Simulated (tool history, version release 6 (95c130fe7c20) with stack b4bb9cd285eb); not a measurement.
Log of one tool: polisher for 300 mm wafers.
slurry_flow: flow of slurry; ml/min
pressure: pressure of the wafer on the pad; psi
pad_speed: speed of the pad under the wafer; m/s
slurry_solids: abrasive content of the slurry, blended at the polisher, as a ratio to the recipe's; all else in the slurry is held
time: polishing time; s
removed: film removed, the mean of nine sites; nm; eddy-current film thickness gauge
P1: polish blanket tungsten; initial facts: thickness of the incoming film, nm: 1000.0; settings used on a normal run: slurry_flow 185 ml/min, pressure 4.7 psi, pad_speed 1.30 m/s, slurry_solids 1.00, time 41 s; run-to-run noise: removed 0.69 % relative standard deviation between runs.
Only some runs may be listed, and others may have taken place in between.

run	hour	slurry_flow	pressure	pad_speed	slurry_solids	time	removed
1	3.5	185	4.7	1.30	1.00	41	263.83
2	6.7	185	4.7	1.30	1.00	41	265.25
3	10.2	185	4.7	1.30	1.00	41	263.72
4	12.5	185	4.7	1.30	1.30	41	282.52
5	15.6	185	4.7	1.30	1.00	41	262.06
6	19.2	110	4.7	0.86	1.00	41	158.89
7	21.2	185	6.1	1.30	1.00	41	341.47
8	23.3	185	4.7	1.30	0.55	41	232.98
9	25.3	185	4.7	0.76	1.00	41	152.31
10	29.5	185	3.4	1.30	1.00	41	188.69
11	32.0	280	4.7	1.30	1.00	41	275.50
12	36.2	185	4.7	1.30	1.00	41	264.70
13	39.2	185	4.7	1.94	1.00	41	393.34
# hour 41.2: worn pad replaced by a new one
14	41.7	115	4.7	1.30	1.00	41	241.25
15	45.7	185	4.7	1.30	1.00	18	115.82
16	48.1	185	4.7	1.30	1.00	41	264.64
# hour 49.6: head pressure recalibrated
17	51.1	185	2.2	1.30	1.00	55	164.66
18	55.0	185	4.7	1.30	1.00	61	395.00
19	57.5	185	4.7	1.30	1.00	41	264.16
20	60.6	185	4.7	1.30	1.00	41	256.79
21	62.7	185	4.7	1.30	1.00	41	256.38
22	65.4	185	4.7	1.30	1.00	41	248.81
23	68.0	185	4.7	1.30	1.00	41	248.65
# hour 70.2: head pressure recalibrated
24	70.3	185	4.7	1.30	1.00	41	249.45
# hour 71.0: slurry tank refilled with fresh slurry and peroxide
# hour 74.3: worn pad replaced by a new one
25	74.6	185	4.7	1.30	1.00	41	248.43
26	77.1	185	4.7	1.30	1.00	41	244.84
27	81.0	185	4.7	1.30	1.00	41	244.34
28	83.7	185	4.7	1.30	1.00	41	247.02
29	86.8	185	4.7	1.30	1.00	41	244.05
30	89.7	185	4.7	1.30	1.00	41	243.55

P1 has crept away from where it was. The log is fitted equally well by each of these 2 causes, at the sizes shown:
A: slurry flow missing at the pad, % = 36.5
B: abrasive missing from the slurry, % = 29.1
The onset of the drift is placed at about hour 57.5.
All other causes, with the reason each is excluded:
removal rate lost through wear of the pad, %: was serviced at hour 74.3, once the creep was under way, yet the earlier output never came back
head's pressure below its setpoint, %: was serviced at hour 70.2, once the creep was under way, yet the earlier output never came back
peroxide lost from the slurry, %: was serviced at hour 71.0, once the creep was under way, yet the earlier output never came back

Below are 4 check runs, each averaged over 5 wafers, with their results shown as question marks. Which of them would give clearly different results depending on which cause is behind the drift?
check 1	92.6	280	4.7	1.30	1.00	41	?
check 2	92.6	185	4.7	1.30	0.60	33	?
check 3	92.6	185	4.7	1.82	1.00	41	?
check 4	92.6	185	5.7	1.30	1.00	41	?

How each check would come out, cause by cause:
check	result	if A	if B
check 1	removed	262.56	255.91
check 2	removed	174.41	175.16
check 3	removed	341.29	341.29
check 4	removed	295.64	295.64
Minimum pairwise separation of causes per check, each pair taken at its best-separating result: check 1 2.57 %; check 2 0.42 %; check 3 0 %; check 4 0 %
Check 1 is the one run that separates the causes; every other check would come out nearly the same whichever cause is at work.

Check 1 was then run and gave: removed 256.25 nm. Which cause is it?

It is B: abrasive missing from the slurry, %.
